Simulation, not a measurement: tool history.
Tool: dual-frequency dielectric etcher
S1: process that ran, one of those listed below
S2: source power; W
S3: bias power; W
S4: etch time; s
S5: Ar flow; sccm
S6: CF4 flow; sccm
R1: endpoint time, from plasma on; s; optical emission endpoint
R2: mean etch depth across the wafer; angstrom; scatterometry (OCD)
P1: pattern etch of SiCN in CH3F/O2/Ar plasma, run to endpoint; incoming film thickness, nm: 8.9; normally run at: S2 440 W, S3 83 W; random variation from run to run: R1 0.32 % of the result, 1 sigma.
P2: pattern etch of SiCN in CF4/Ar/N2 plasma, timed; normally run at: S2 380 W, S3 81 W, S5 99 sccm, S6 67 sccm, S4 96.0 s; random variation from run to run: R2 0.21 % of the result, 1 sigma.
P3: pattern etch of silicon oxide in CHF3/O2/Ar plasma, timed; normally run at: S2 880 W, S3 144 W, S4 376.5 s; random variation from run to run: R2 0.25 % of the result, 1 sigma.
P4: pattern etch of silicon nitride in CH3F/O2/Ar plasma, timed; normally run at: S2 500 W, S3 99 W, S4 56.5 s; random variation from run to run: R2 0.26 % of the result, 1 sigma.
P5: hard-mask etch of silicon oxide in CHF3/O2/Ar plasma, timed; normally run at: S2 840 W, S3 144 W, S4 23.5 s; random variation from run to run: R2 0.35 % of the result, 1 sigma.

run	hour	S1	S2	S3	S4	S5	S6	R1	R2
1	17.7	P1	440	83				22.483	
2	26.4	P1	440	83				22.432	
3	44.2	P3	880	144	208.5				4489.30
4	61.0	P5	840	144	23.5				488.89
5	72.2	P2	380	81	96.0	99	93		791.20
6	83.2	P2	380	81	96.0	99	67		753.72
7	97.9	P2	380	81	144.5	99	67		1141.00
8	108.7	P1	550	54				23.881	
9	121.6	P3	530	144	376.5				6653.20
10	133.4	P5	1040	144	23.5				533.67
11	147.2	P3	880	144	376.5				8091.70
12	164.0	P1	440	100				21.017	
13	176.3	P4	500	99	75.0				622.80
14	187.8	P3	880	184	376.5				8707.80
15	196.9	P1	440	83				22.525	
16	206.5	P4	500	99	56.5				468.95
17	217.7	P1	610	83				19.807	
18	233.3	P4	500	123	56.5				507.95
19	250.5	P2	380	81	96.0	118	67		741.19
20	261.7	P1	440	83				22.432	
21	270.7	P5	840	144	33.0				686.85
22	284.0	P2	510	81	96.0	99	67		977.46
23	297.4	P1	290	83				26.210	
24	312.6	P1	440	62				24.911	
# hour 325.1: source power generator calibrated
25	328.7	P1	440	83				22.425	
26	341.1	P4	310	99	56.5				395.52
27	353.9	P3	880	144	376.5				8051.90
28	368.4	P2	380	60	96.0	99	67		682.71
29	385.5	P5	840	202	23.5				548.72
30	398.0	P1	610	116				17.530	
31	415.2	P1	560	115				18.096	
32	430.0	P1	440	83				22.493	
33	442.8	P1	440	83				22.411	
34	460.5	P1	440	83				22.745	
35	476.8	P1	440	83				22.661	
36	491.6	P1	440	83				22.742	
# hour 501.2: wet clean of the chamber
37	502.6	P1	440	83				22.754	
38	519.3	P1	440	83				22.712	
39	533.2	P1	440	83				22.803	

Run 40 comes next. What will it give?
40	549.9	P1	440	83				?	

{"run 40": {"R1": 22.76}}
